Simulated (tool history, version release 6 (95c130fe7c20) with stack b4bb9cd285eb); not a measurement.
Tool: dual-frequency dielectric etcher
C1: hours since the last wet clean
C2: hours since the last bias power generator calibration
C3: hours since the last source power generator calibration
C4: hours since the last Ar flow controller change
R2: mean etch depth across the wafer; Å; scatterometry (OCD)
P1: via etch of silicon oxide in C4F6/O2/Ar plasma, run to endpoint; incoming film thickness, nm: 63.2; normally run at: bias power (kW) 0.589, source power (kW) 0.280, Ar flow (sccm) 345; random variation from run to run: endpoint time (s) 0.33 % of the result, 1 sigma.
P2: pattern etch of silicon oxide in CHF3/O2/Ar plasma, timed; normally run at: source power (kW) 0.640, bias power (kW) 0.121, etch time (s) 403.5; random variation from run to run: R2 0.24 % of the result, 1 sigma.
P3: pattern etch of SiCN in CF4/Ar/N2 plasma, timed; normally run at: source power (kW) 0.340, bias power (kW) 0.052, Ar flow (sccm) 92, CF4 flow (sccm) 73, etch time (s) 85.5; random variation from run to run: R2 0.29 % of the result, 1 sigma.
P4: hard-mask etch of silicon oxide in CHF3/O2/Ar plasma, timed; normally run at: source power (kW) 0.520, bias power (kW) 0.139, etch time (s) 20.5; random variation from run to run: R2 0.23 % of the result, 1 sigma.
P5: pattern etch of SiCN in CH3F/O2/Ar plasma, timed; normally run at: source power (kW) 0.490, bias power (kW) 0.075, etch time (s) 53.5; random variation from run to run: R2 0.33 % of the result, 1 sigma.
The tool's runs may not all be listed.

run 1 hour=16.6 | process_that_ran=P1 bias_power_(kW)=0.589 source_power_(kW)=0.280 Ar_flow_(sccm)=345 | C1=145.8 C2=3172.1 C3=1815.7 C4=3324.0 | endpoint_time_(s)=14.883
run 2 hour=28.9 | process_that_ran=P2 bias_power_(kW)=0.121 source_power_(kW)=0.640 etch_time_(s)=403.5 | C1=158.1 C2=3184.4 C3=1828.0 C4=3336.3 | R2=7230.50
run 3 hour=37.8 | process_that_ran=P4 bias_power_(kW)=0.089 source_power_(kW)=0.520 etch_time_(s)=20.5 | C1=167.0 C2=3193.3 C3=1836.9 C4=3345.2 | R2=309.23
run 4 hour=52.1 | process_that_ran=P5 bias_power_(kW)=0.106 source_power_(kW)=0.490 etch_time_(s)=53.5 | C1=181.3 C2=3207.6 C3=1851.2 C4=3359.5 | R2=246.55
run 5 hour=66.5 | process_that_ran=P2 bias_power_(kW)=0.078 source_power_(kW)=0.640 etch_time_(s)=403.5 | C1=195.7 C2=3222.0 C3=1865.6 C4=3373.9 | R2=6332.70
run 6 hour=75.8 | process_that_ran=P5 bias_power_(kW)=0.075 source_power_(kW)=0.670 etch_time_(s)=53.5 | C1=205.0 C2=3231.3 C3=1874.9 C4=3383.2 | R2=243.88
run 7 hour=89.6 | process_that_ran=P3 bias_power_(kW)=0.052 source_power_(kW)=0.340 Ar_flow_(sccm)=74 etch_time_(s)=85.5 CF4_flow_(sccm)=73 | C1=218.8 C2=3245.1 C3=1888.7 C4=3397.0 | R2=538.33
run 8 hour=106.9 | process_that_ran=P1 bias_power_(kW)=0.705 source_power_(kW)=0.280 Ar_flow_(sccm)=345 | C1=236.1 C2=3262.4 C3=1906.0 C4=3414.3 | endpoint_time_(s)=14.009
run 9 hour=120.7 | process_that_ran=P3 bias_power_(kW)=0.035 source_power_(kW)=0.340 Ar_flow_(sccm)=92 etch_time_(s)=85.5 CF4_flow_(sccm)=73 | C1=249.9 C2=3276.2 C3=1919.8 C4=3428.1 | R2=463.61
run 10 hour=139.4 | process_that_ran=P1 bias_power_(kW)=0.589 source_power_(kW)=0.280 Ar_flow_(sccm)=345 | C1=268.6 C2=3294.9 C3=1938.5 C4=3446.8 | endpoint_time_(s)=14.820
run 11 hour=152.2 | process_that_ran=P1 bias_power_(kW)=0.589 source_power_(kW)=0.280 Ar_flow_(sccm)=345 | C1=281.4 C2=3307.7 C3=1951.3 C4=3459.6 | endpoint_time_(s)=14.863
run 12 hour=167.8 | process_that_ran=P1 bias_power_(kW)=0.589 source_power_(kW)=0.280 Ar_flow_(sccm)=345 | C1=297.0 C2=3323.3 C3=1966.9 C4=3475.2 | endpoint_time_(s)=14.884
run 13 hour=178.3 | process_that_ran=P2 bias_power_(kW)=0.121 source_power_(kW)=0.640 etch_time_(s)=522.5 | C1=307.5 C2=3333.8 C3=1977.4 C4=3485.7 | R2=9327.40
run 14 hour=192.9 | process_that_ran=P5 bias_power_(kW)=0.075 source_power_(kW)=0.490 etch_time_(s)=53.5 | C1=322.1 C2=3348.4 C3=1992.0 C4=3500.3 | R2=216.97
run 15 hour=207.9 | process_that_ran=P4 bias_power_(kW)=0.139 source_power_(kW)=0.520 etch_time_(s)=20.5 | C1=337.1 C2=3363.4 C3=2007.0 C4=3515.3 | R2=353.25
run 16 hour=219.6 | process_that_ran=P1 bias_power_(kW)=0.589 source_power_(kW)=0.280 Ar_flow_(sccm)=225 | C1=348.8 C2=3375.1 C3=2018.7 C4=3527.0 | endpoint_time_(s)=14.223
run 17 hour=229.6 | process_that_ran=P1 bias_power_(kW)=0.451 source_power_(kW)=0.280 Ar_flow_(sccm)=239 | C1=358.8 C2=3385.1 C3=2028.7 C4=3537.0 | endpoint_time_(s)=15.878
run 18 hour=245.5 | process_that_ran=P3 bias_power_(kW)=0.052 source_power_(kW)=0.340 Ar_flow_(sccm)=92 etch_time_(s)=112.5 CF4_flow_(sccm)=73 | C1=374.7 C2=3401.0 C3=2044.6 C4=3552.9 | R2=685.80
run 19 hour=255.5 | process_that_ran=P4 bias_power_(kW)=0.139 source_power_(kW)=0.690 etch_time_(s)=20.5 | C1=384.7 C2=3411.0 C3=2054.6 C4=3562.9 | R2=394.25
run 20 hour=272.2 | process_that_ran=P4 bias_power_(kW)=0.139 source_power_(kW)=0.520 etch_time_(s)=11.5 | C1=401.4 C2=3427.7 C3=2071.3 C4=3579.6 | R2=198.93
run 21 hour=282.7 | process_that_ran=P1 bias_power_(kW)=0.452 source_power_(kW)=0.280 Ar_flow_(sccm)=345 | C1=411.9 C2=3438.2 C3=2081.8 C4=3590.1 | endpoint_time_(s)=16.420
run 22 hour=296.4 | process_that_ran=P1 bias_power_(kW)=0.589 source_power_(kW)=0.220 Ar_flow_(sccm)=345 | C1=425.6 C2=3451.9 C3=2095.5 C4=3603.8 | endpoint_time_(s)=16.281
run 23 hour=307.2 | process_that_ran=P2 bias_power_(kW)=0.121 source_power_(kW)=0.640 etch_time_(s)=403.5 | C1=436.4 C2=3462.7 C3=2106.3 C4=3614.6 | R2=7192.00
run 24 hour=323.0 | process_that_ran=P1 bias_power_(kW)=0.589 source_power_(kW)=0.280 Ar_flow_(sccm)=425 | C1=452.2 C2=3478.5 C3=2122.1 C4=3630.4 | endpoint_time_(s)=15.168
run 25 hour=338.9 | process_that_ran=P3 bias_power_(kW)=0.052 source_power_(kW)=0.340 Ar_flow_(sccm)=92 etch_time_(s)=85.5 CF4_flow_(sccm)=101 | C1=468.1 C2=3494.4 C3=2138.0 C4=3646.3 | R2=548.33
run 26 hour=350.1 | process_that_ran=P1 bias_power_(kW)=0.589 source_power_(kW)=0.280 Ar_flow_(sccm)=345 | C1=479.3 C2=3505.6 C3=2149.2 C4=3657.5 | endpoint_time_(s)=14.836
run 27 hour=359.7 | process_that_ran=P5 bias_power_(kW)=0.075 source_power_(kW)=0.490 etch_time_(s)=78.5 | C1=488.9 C2=3515.2 C3=2158.8 C4=3667.1 | R2=319.98
run 28 hour=368.6 | process_that_ran=P1 bias_power_(kW)=0.589 source_power_(kW)=0.350 Ar_flow_(sccm)=345 | C1=497.8 C2=3524.1 C3=2167.7 C4=3676.0 | endpoint_time_(s)=13.707
run 29 hour=386.7 | process_that_ran=P2 bias_power_(kW)=0.121 source_power_(kW)=0.850 etch_time_(s)=403.5 | C1=515.9 C2=3542.2 C3=2185.8 C4=3694.1 | R2=8069.40
run 30 hour=402.9 | process_that_ran=P3 bias_power_(kW)=0.052 source_power_(kW)=0.260 Ar_flow_(sccm)=92 etch_time_(s)=85.5 CF4_flow_(sccm)=73 | C1=532.1 C2=3558.4 C3=2202.0 C4=3710.3 | R2=412.78
run 31 hour=415.3 | process_that_ran=P3 bias_power_(kW)=0.052 source_power_(kW)=0.340 Ar_flow_(sccm)=92 etch_time_(s)=85.5 CF4_flow_(sccm)=73 | C1=544.5 C2=3570.8 C3=2214.4 C4=3722.7 | R2=521.37
run 32 hour=432.3 | process_that_ran=P1 bias_power_(kW)=0.589 source_power_(kW)=0.280 Ar_flow_(sccm)=345 | C1=561.5 C2=3587.8 C3=2231.4 C4=3739.7 | endpoint_time_(s)=14.949
run 33 hour=442.5 | process_that_ran=P1 bias_power_(kW)=0.589 source_power_(kW)=0.280 Ar_flow_(sccm)=345 | C1=571.7 C2=3598.0 C3=2241.6 C4=3749.9 | endpoint_time_(s)=14.908
run 34 hour=458.0 | process_that_ran=P1 bias_power_(kW)=0.589 source_power_(kW)=0.280 Ar_flow_(sccm)=345 | C1=587.2 C2=3613.5 C3=2257.1 C4=3765.4 | endpoint_time_(s)=14.770
run 35 hour=468.1 | process_that_ran=P1 bias_power_(kW)=0.589 source_power_(kW)=0.280 Ar_flow_(sccm)=345 | C1=597.3 C2=3623.6 C3=2267.2 C4=3775.5 | endpoint_time_(s)=14.682
-- hour=477.3 Ar flow controller replaced
run 36 hour=479.3 | process_that_ran=P1 bias_power_(kW)=0.589 source_power_(kW)=0.280 Ar_flow_(sccm)=345 | C1=608.5 C2=3634.8 C3=2278.4 C4=2.1 | endpoint_time_(s)=14.697
run 37 hour=490.1 | process_that_ran=P1 bias_power_(kW)=0.589 source_power_(kW)=0.280 Ar_flow_(sccm)=345 | C1=619.3 C2=3645.6 C3=2289.2 C4=12.9 | endpoint_time_(s)=14.628
run 38 hour=500.7 | process_that_ran=P1 bias_power_(kW)=0.589 source_power_(kW)=0.280 Ar_flow_(sccm)=345 | C1=629.9 C2=3656.2 C3=2299.8 C4=23.5 | endpoint_time_(s)=14.737
-- hour=500.9 wet clean of the chamber
run 39 hour=518.1 | process_that_ran=P1 bias_power_(kW)=0.589 source_power_(kW)=0.280 Ar_flow_(sccm)=345 | C1=17.2 C2=3673.6 C3=2317.2 C4=40.9 | endpoint_time_(s)=14.687
run 40 hour=533.8 | process_that_ran=P1 bias_power_(kW)=0.589 source_power_(kW)=0.280 Ar_flow_(sccm)=345 | C1=32.9 C2=3689.3 C3=2332.9 C4=56.6 | endpoint_time_(s)=14.690

What P1 gives has crept away from where it was. These 2 causes fit the log equally well, each at the size given:
A: bias power that arrives over what is set, % = 4.31
B: source power that arrives over what is set, % = 4.61
The creep began at about hour 432.3.
Why every other cause is out:
chamber walls in a state that raises the etch rate, %: serviced at hour 500.9, which brought nothing back
Ar flow that arrives under what is set, %: serviced at hour 477.3, which brought nothing back

4 check runs are offered, one wafer each, their results left as question marks. Which one tells the causes apart?
run check 1 hour=549.5 | process_that_ran=P3 bias_power_(kW)=0.036 source_power_(kW)=0.340 Ar_flow_(sccm)=92 etch_time_(s)=85.5 CF4_flow_(sccm)=99 | R2=?
run check 2 hour=549.5 | process_that_ran=P2 bias_power_(kW)=0.121 source_power_(kW)=0.730 etch_time_(s)=403.5 | R2=?
run check 3 hour=549.5 | process_that_ran=P4 bias_power_(kW)=0.105 source_power_(kW)=0.670 etch_time_(s)=20.5 | R2=?
run check 4 hour=549.5 | process_that_ran=P5 bias_power_(kW)=0.075 source_power_(kW)=0.490 etch_time_(s)=77.0 | R2=?

What each check would give under each cause:
check=check_1 result=R2 if_A=496.85 if_B=511.37
check=check_2 result=R2 if_A=7693.10 if_B=7731.00
check=check_3 result=R2 if_A=362.60 if_B=364.57
check=check_4 result=R2 if_A=317.66 if_B=318.33
How far apart the two closest causes lie, in the result that separates them most: check 1 2.88 %; check 2 0.49 %; check 3 0.54 %; check 4 0.21 %
Check 1 tells the causes apart: in the others they would give nearly the same result.

Check 1 was then run and gave: R2 510.27 Å. Which cause is it?

It is B: source power that arrives over what is set, %.
